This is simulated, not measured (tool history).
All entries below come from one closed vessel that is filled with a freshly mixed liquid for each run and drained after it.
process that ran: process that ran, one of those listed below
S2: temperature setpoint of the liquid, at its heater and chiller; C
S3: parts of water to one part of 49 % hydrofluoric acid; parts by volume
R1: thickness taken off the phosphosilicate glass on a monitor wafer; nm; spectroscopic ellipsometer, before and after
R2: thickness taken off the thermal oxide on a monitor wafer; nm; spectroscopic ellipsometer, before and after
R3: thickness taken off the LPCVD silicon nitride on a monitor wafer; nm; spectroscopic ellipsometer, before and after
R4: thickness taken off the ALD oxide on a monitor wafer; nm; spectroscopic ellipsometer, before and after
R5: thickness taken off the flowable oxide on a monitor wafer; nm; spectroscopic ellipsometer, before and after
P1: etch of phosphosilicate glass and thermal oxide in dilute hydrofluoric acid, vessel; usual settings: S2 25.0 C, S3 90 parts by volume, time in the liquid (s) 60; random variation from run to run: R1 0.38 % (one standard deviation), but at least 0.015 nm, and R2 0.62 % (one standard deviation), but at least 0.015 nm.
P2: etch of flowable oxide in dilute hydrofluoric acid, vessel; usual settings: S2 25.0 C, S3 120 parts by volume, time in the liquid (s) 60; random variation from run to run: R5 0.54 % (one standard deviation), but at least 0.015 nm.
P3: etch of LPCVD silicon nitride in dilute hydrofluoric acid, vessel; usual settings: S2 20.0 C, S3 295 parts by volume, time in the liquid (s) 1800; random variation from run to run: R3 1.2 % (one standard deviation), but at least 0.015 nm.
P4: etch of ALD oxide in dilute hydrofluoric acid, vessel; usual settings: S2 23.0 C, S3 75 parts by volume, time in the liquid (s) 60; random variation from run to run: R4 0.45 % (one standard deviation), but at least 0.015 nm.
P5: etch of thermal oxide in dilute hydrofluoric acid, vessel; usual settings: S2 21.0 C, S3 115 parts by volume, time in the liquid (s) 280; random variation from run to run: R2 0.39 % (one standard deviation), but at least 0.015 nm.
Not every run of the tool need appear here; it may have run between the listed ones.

{"run": 1, "day": 0.712, "process that ran": "P1", "S2": 25.0, "S3": 90, "time in the liquid (s)": 60, "R1": 55.273, "R2": 3.2999}
{"run": 2, "day": 1.242, "process that ran": "P1", "S2": 25.0, "S3": 130, "time in the liquid (s)": 60, "R1": 36.387, "R2": 2.171}
{"run": 3, "day": 1.783, "process that ran": "P3", "S2": 20.0, "S3": 480, "time in the liquid (s)": 1800, "R3": 1.4668}
{"run": 4, "day": 2.492, "process that ran": "P4", "S2": 23.0, "S3": 75, "time in the liquid (s)": 60, "R4": 12.443}
{"run": 5, "day": 2.954, "process that ran": "P4", "S2": 31.5, "S3": 75, "time in the liquid (s)": 60, "R4": 17.297}
{"run": 6, "day": 3.512, "process that ran": "P1", "S2": 20.0, "S3": 130, "time in the liquid (s)": 60, "R1": 29.918, "R2": 1.7922}
{"run": 7, "day": 4.167, "process that ran": "P1", "S2": 25.0, "S3": 90, "time in the liquid (s)": 85, "R1": 78.239, "R2": 4.6648}
{"run": 8, "day": 4.888, "process that ran": "P1", "S2": 29.5, "S3": 90, "time in the liquid (s)": 60, "R1": 65.705, "R2": 3.9352}
{"run": 9, "day": 5.55, "process that ran": "P5", "S2": 21.0, "S3": 115, "time in the liquid (s)": 280, "R2": 10.125}
{"run": 10, "day": 6.092, "process that ran": "P5", "S2": 21.0, "S3": 115, "time in the liquid (s)": 280, "R2": 10.136}
{"run": 11, "day": 6.608, "process that ran": "P3", "S2": 20.0, "S3": 295, "time in the liquid (s)": 1800, "R3": 2.3561}
{"run": 12, "day": 7.121, "process that ran": "P1", "S2": 25.0, "S3": 90, "time in the liquid (s)": 60, "R1": 55.033, "R2": 3.2649}
{"run": 13, "day": 7.792, "process that ran": "P5", "S2": 21.0, "S3": 205, "time in the liquid (s)": 280, "R2": 5.1819}
{"run": 14, "day": 8.25, "process that ran": "P4", "S2": 23.0, "S3": 135, "time in the liquid (s)": 60, "R4": 6.3792}
{"run": 15, "day": 8.696, "process that ran": "P4", "S2": 23.0, "S3": 75, "time in the liquid (s)": 60, "R4": 12.358}
{"run": 16, "day": 9.333, "process that ran": "P2", "S2": 25.0, "S3": 30, "time in the liquid (s)": 60, "R5": 112.65}
{"run": 17, "day": 9.721, "process that ran": "P4", "S2": 23.0, "S3": 75, "time in the liquid (s)": 110, "R4": 22.852}
{"run": 18, "day": 10.288, "process that ran": "P1", "S2": 25.0, "S3": 90, "time in the liquid (s)": 30, "R1": 27.634, "R2": 1.6339}
{"run": 19, "day": 10.671, "process that ran": "P5", "S2": 21.0, "S3": 115, "time in the liquid (s)": 30, "R2": 1.0819}
{"run": 20, "day": 11.2, "process that ran": "P3", "S2": 17.0, "S3": 295, "time in the liquid (s)": 1800, "R3": 1.9698}
{"run": 21, "day": 11.821, "process that ran": "P5", "S2": 17.0, "S3": 115, "time in the liquid (s)": 280, "R2": 8.5817}
{"run": 22, "day": 12.488, "process that ran": "P3", "S2": 20.0, "S3": 295, "time in the liquid (s)": 3595, "R3": 4.6917}
{"run": 23, "day": 13.042, "process that ran": "P3", "S2": 20.0, "S3": 295, "time in the liquid (s)": 1800, "R3": 2.3111}
{"run": 24, "day": 13.429, "process that ran": "P1", "S2": 25.0, "S3": 90, "time in the liquid (s)": 60, "R1": 55.224, "R2": 3.3151}
{"run": 25, "day": 14.167, "process that ran": "P1", "S2": 25.0, "S3": 35, "time in the liquid (s)": 60, "R1": 153.6, "R2": 9.1339}
{"run": 26, "day": 14.662, "process that ran": "P1", "S2": 25.0, "S3": 90, "time in the liquid (s)": 60, "R1": 55.349, "R2": 3.2937}
{"run": 27, "day": 15.262, "process that ran": "P1", "S2": 19.5, "S3": 90, "time in the liquid (s)": 60, "R1": 43.998, "R2": 2.6659}
{"run": 28, "day": 15.946, "process that ran": "P1", "S2": 28.5, "S3": 90, "time in the liquid (s)": 105, "R1": 110.93, "R2": 6.6172}
{"run": 29, "day": 16.421, "process that ran": "P2", "S2": 32.5, "S3": 120, "time in the liquid (s)": 60, "R5": 32.741}
{"run": 30, "day": 16.846, "process that ran": "P2", "S2": 25.0, "S3": 120, "time in the liquid (s)": 30, "R5": 12.406}
{"run": 31, "day": 17.192, "process that ran": "P1", "S2": 25.0, "S3": 90, "time in the liquid (s)": 60, "R1": 55.669, "R2": 3.3133}
{"run": 32, "day": 17.875, "process that ran": "P2", "S2": 25.0, "S3": 120, "time in the liquid (s)": 60, "R5": 25.113}
{"run": 33, "day": 18.5, "process that ran": "P1", "S2": 25.0, "S3": 90, "time in the liquid (s)": 60, "R1": 55.02, "R2": 3.2783}
{"run": 34, "day": 18.917, "process that ran": "P1", "S2": 25.0, "S3": 90, "time in the liquid (s)": 60, "R1": 56.937, "R2": 3.4476}
{"run": 35, "day": 19.625, "process that ran": "P1", "S2": 25.0, "S3": 90, "time in the liquid (s)": 60, "R1": 58.451, "R2": 3.5102}
{"run": 36, "day": 20.054, "process that ran": "P1", "S2": 25.0, "S3": 90, "time in the liquid (s)": 60, "R1": 58.85, "R2": 3.5649}
{"run": 37, "day": 20.55, "process that ran": "P1", "S2": 25.0, "S3": 90, "time in the liquid (s)": 60, "R1": 59.237, "R2": 3.5866}
{"run": 38, "day": 20.967, "process that ran": "P1", "S2": 25.0, "S3": 90, "time in the liquid (s)": 60, "R1": 59.322, "R2": 3.5863}
{"run": 39, "day": 21.596, "process that ran": "P1", "S2": 25.0, "S3": 90, "time in the liquid (s)": 60, "R1": 59.882, "R2": 3.5155}

The output of P1 has drifted from where it used to be. Each of the 2 causes below, taken at the size shown beside it, accounts for the log equally well:
A: hydrofluoric acid flow above the setpoint (%) = 7.09
B: liquid hotter than its thermometer reads (K) = 1.95
Creep in the process output first set in at about day 18.500.

Of the 4 check runs below, each run on 5 wafers with the results averaged and each result still a question mark, which one would tell the listed causes apart?
{"run": "check 1", "day": 22.225, "process that ran": "P2", "S2": 32.0, "S3": 45, "time in the liquid (s)": 60, "R5": "?"}
{"run": "check 2", "day": 22.225, "process that ran": "P5", "S2": 21.0, "S3": 170, "time in the liquid (s)": 45, "R2": "?"}
{"run": "check 3", "day": 22.225, "process that ran": "P3", "S2": 17.0, "S3": 440, "time in the liquid (s)": 1800, "R3": "?"}
{"run": "check 4", "day": 22.225, "process that ran": "P4", "S2": 28.5, "S3": 75, "time in the liquid (s)": 60, "R4": "?"}

What every check run would give for each of its results, assuming each possible cause in turn:
check=check_1 result=R5 if_A=104.430 if_B=104.610
check=check_2 result=R2 if_A=1.1215 if_B=1.1157
check=check_3 result=R3 if_A=1.4138 if_B=1.4969
check=check_4 result=R4 if_A=16.6680 if_B=16.6580
Per check, the gap between the least separated pair of causes, taken in the result that splits them most: check 1 0.17 %; check 2 0.52 %; check 3 5.71 %; check 4 0.06 %
The other checks would show nearly matching results whichever cause is true, so check 3 is the only one that separates the causes.

Here is what check 3 returned: R3 1.4274 nm. Which cause is it?

The correct cause is A, namely: hydrofluoric acid flow above the setpoint (%).
